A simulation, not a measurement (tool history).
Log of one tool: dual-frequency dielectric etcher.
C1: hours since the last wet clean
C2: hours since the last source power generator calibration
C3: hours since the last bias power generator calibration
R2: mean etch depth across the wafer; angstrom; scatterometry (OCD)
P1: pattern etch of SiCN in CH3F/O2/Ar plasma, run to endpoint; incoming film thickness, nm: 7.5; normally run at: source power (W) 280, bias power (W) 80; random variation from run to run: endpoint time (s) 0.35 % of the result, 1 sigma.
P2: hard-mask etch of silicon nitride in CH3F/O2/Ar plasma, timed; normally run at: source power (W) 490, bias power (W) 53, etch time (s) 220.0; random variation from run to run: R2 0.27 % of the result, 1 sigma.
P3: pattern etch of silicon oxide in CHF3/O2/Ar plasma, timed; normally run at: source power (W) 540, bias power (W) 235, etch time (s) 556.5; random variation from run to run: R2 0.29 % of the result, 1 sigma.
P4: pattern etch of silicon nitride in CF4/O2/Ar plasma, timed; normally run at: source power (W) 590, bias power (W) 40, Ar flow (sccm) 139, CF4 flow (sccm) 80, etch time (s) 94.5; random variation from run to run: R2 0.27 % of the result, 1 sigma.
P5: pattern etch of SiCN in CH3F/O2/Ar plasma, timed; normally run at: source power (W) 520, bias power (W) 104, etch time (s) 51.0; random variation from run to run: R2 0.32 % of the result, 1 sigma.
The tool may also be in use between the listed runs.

Run 1, hour 9.0: process that ran P1, source power (W) 280, bias power (W) 80; C1 110.6; C2 1759.4; C3 534.6. Result: endpoint time (s) 21.306.
Run 2, hour 14.9: process that ran P1, source power (W) 190, bias power (W) 80; C1 116.5; C2 1765.3; C3 540.5. Result: endpoint time (s) 24.453.
Run 3, hour 20.8: process that ran P3, source power (W) 540, bias power (W) 170, etch time (s) 556.5; C1 122.4; C2 1771.2; C3 546.4. Result: R2 10485.00 angstrom.
Run 4, hour 29.0: process that ran P5, source power (W) 520, bias power (W) 140, etch time (s) 51.0; C1 130.6; C2 1779.4; C3 554.6. Result: R2 274.33 angstrom.
Run 5, hour 37.1: process that ran P4, source power (W) 590, bias power (W) 40, etch time (s) 94.5, Ar flow (sccm) 182, CF4 flow (sccm) 80; C1 138.7; C2 1787.5; C3 562.7. Result: R2 1693.80 angstrom.
Run 6, hour 46.2: process that ran P1, source power (W) 280, bias power (W) 97; C1 147.8; C2 1796.6; C3 571.8. Result: endpoint time (s) 19.741.
Run 7, hour 51.5: process that ran P4, source power (W) 590, bias power (W) 52, etch time (s) 94.5, Ar flow (sccm) 139, CF4 flow (sccm) 80; C1 153.1; C2 1801.9; C3 577.1. Result: R2 1971.80 angstrom.
Run 8, hour 59.3: process that ran P3, source power (W) 760, bias power (W) 235, etch time (s) 556.5; C1 160.9; C2 1809.7; C3 584.9. Result: R2 13354.00 angstrom.
Run 9, hour 68.2: process that ran P3, source power (W) 540, bias power (W) 235, etch time (s) 719.5; C1 169.8; C2 1818.6; C3 593.8. Result: R2 15210.00 angstrom.
Run 10, hour 75.9: process that ran P5, source power (W) 520, bias power (W) 104, etch time (s) 51.0; C1 177.5; C2 1826.3; C3 601.5. Result: R2 245.72 angstrom.
Run 11, hour 83.6: process that ran P1, source power (W) 280, bias power (W) 53; C1 185.2; C2 1834.0; C3 609.2. Result: endpoint time (s) 24.637.
Run 12, hour 88.4: process that ran P4, source power (W) 820, bias power (W) 40, etch time (s) 94.5, Ar flow (sccm) 139, CF4 flow (sccm) 80; C1 190.0; C2 1838.8; C3 614.0. Result: R2 2358.80 angstrom.
Run 13, hour 94.5: process that ran P4, source power (W) 590, bias power (W) 40, etch time (s) 136.5, Ar flow (sccm) 139, CF4 flow (sccm) 80; C1 196.1; C2 1844.9; C3 620.1. Result: R2 2568.00 angstrom.
Run 14, hour 102.7: process that ran P2, source power (W) 320, bias power (W) 53, etch time (s) 220.0; C1 204.3; C2 1853.1; C3 628.3. Result: R2 1272.20 angstrom.
Run 15, hour 111.6: process that ran P3, source power (W) 540, bias power (W) 235, etch time (s) 556.5; C1 213.2; C2 1862.0; C3 637.2. Result: R2 11791.00 angstrom.
Run 16, hour 117.2: process that ran P2, source power (W) 490, bias power (W) 42, etch time (s) 220.0; C1 218.8; C2 1867.6; C3 642.8. Result: R2 1395.40 angstrom.
Run 17, hour 125.7: process that ran P1, source power (W) 180, bias power (W) 60; C1 227.3; C2 1876.1; C3 651.3. Result: endpoint time (s) 28.023.
Run 18, hour 132.3: process that ran P1, source power (W) 220, bias power (W) 97; C1 233.9; C2 1882.7; C3 657.9. Result: endpoint time (s) 21.659.
Run 19, hour 138.8: process that ran P5, source power (W) 650, bias power (W) 104, etch time (s) 51.0; C1 240.4; C2 1889.2; C3 664.4. Result: R2 266.72 angstrom.
Run 20, hour 143.3: process that ran P5, source power (W) 520, bias power (W) 104, etch time (s) 71.5; C1 244.9; C2 1893.7; C3 668.9. Result: R2 342.99 angstrom.
Run 21, hour 150.0: process that ran P5, source power (W) 520, bias power (W) 104, etch time (s) 51.0; C1 251.6; C2 1900.4; C3 675.6. Result: R2 244.84 angstrom.
Run 22, hour 156.5: process that ran P1, source power (W) 280, bias power (W) 80; C1 258.1; C2 1906.9; C3 682.1. Result: endpoint time (s) 21.343.
Run 23, hour 164.0: process that ran P4, source power (W) 590, bias power (W) 40, etch time (s) 94.5, Ar flow (sccm) 139, CF4 flow (sccm) 80; C1 265.6; C2 1914.4; C3 689.6. Result: R2 1776.50 angstrom.
At hour 169.0: wet clean of the chamber.
Run 24, hour 170.7: process that ran P1, source power (W) 280, bias power (W) 80; C1 1.7; C2 1921.1; C3 696.3. Result: endpoint time (s) 21.381.
Run 25, hour 178.3: process that ran P2, source power (W) 490, bias power (W) 53, etch time (s) 220.0; C1 9.3; C2 1928.7; C3 703.9. Result: R2 1500.00 angstrom.
Run 26, hour 182.9: process that ran P2, source power (W) 490, bias power (W) 53, etch time (s) 292.5; C1 13.9; C2 1933.3; C3 708.5. Result: R2 1994.00 angstrom.
Run 27, hour 190.2: process that ran P4, source power (W) 590, bias power (W) 40, etch time (s) 94.5, Ar flow (sccm) 139, CF4 flow (sccm) 59; C1 21.2; C2 1940.6; C3 715.8. Result: R2 1686.20 angstrom.
Run 28, hour 195.0: process that ran P1, source power (W) 380, bias power (W) 80; C1 26.0; C2 1945.4; C3 720.6. Result: endpoint time (s) 18.958.
Run 29, hour 202.8: process that ran P1, source power (W) 280, bias power (W) 80; C1 33.8; C2 1953.2; C3 728.4. Result: endpoint time (s) 21.259.
Run 30, hour 208.6: process that ran P1, source power (W) 280, bias power (W) 80; C1 39.6; C2 1959.0; C3 734.2. Result: endpoint time (s) 21.168.
Run 31, hour 213.6: process that ran P1, source power (W) 280, bias power (W) 80; C1 44.6; C2 1964.0; C3 739.2. Result: endpoint time (s) 21.395.
Run 32, hour 219.4: process that ran P1, source power (W) 280, bias power (W) 80; C1 50.4; C2 1969.8; C3 745.0. Result: endpoint time (s) 21.480.
Run 33, hour 224.2: process that ran P1, source power (W) 280, bias power (W) 80; C1 55.2; C2 1974.6; C3 749.8. Result: endpoint time (s) 21.536.
Run 34, hour 229.2: process that ran P1, source power (W) 280, bias power (W) 80; C1 60.2; C2 1979.6; C3 754.8. Result: endpoint time (s) 21.615.
Run 35, hour 235.0: process that ran P1, source power (W) 280, bias power (W) 80; C1 66.0; C2 1985.4; C3 760.6. Result: endpoint time (s) 21.638.
Run 36, hour 243.1: process that ran P1, source power (W) 280, bias power (W) 80; C1 74.1; C2 1993.5; C3 768.7. Result: endpoint time (s) 21.525.
At hour 243.4: wet clean of the chamber.
Run 37, hour 251.9: process that ran P1, source power (W) 280, bias power (W) 80; C1 8.5; C2 2002.3; C3 777.5. Result: endpoint time (s) 21.602.
Run 38, hour 257.9: process that ran P1, source power (W) 280, bias power (W) 80; C1 14.5; C2 2008.3; C3 783.5. Result: endpoint time (s) 21.669.
Run 39, hour 266.5: process that ran P1, source power (W) 280, bias power (W) 80; C1 23.1; C2 2016.9; C3 792.1. Result: endpoint time (s) 21.550.
Run 40, hour 273.9: process that ran P1, source power (W) 280, bias power (W) 80; C1 30.5; C2 2024.3; C3 799.5. Result: endpoint time (s) 21.555.
Run 41, hour 281.7: process that ran P1, source power (W) 280, bias power (W) 80; C1 38.3; C2 2032.1; C3 807.3. Result: endpoint time (s) 21.719.

What P1 gives has crept away from where it was. These 2 causes fit the log equally well, each at the size given:
A: source power that arrives under what is set, % = 4.75
B: bias power that arrives under what is set, % = 4.78
The creep began at about hour 208.6.
Why every other cause is out:
chamber walls in a state that lowers the etch rate, %: serviced at hour 243.4, which brought nothing back

4 check runs are offered, one wafer each, their results left as question marks. Which one tells the causes apart?
Run check 1, hour 289.5: process that ran P4, source power (W) 800, bias power (W) 40, etch time (s) 94.5, Ar flow (sccm) 159, CF4 flow (sccm) 80. Result: R2 ?.
Run check 2, hour 289.5: process that ran P3, source power (W) 710, bias power (W) 235, etch time (s) 556.5. Result: R2 ?.
Run check 3, hour 289.5: process that ran P2, source power (W) 350, bias power (W) 46, etch time (s) 220.0. Result: R2 ?.
Run check 4, hour 289.5: process that ran P5, source power (W) 600, bias power (W) 139, etch time (s) 51.0. Result: R2 ?.

What each check would give under each cause:
  check  result      if A      if B
check 1      R2   2170.80   2222.90
check 2      R2  12772.00  12789.00
check 3      R2   1234.20   1239.00
check 4      R2    283.37    283.02
How far apart the two closest causes lie, in the result that separates them most: check 1 2.37 %; check 2 0.13 %; check 3 0.39 %; check 4 0.12 %
Check 1 tells the causes apart: in the others they would give nearly the same result.

Check 1 was then run and gave: R2 2173.30 angstrom. Which cause is it?

It is A: source power that arrives under what is set, %.

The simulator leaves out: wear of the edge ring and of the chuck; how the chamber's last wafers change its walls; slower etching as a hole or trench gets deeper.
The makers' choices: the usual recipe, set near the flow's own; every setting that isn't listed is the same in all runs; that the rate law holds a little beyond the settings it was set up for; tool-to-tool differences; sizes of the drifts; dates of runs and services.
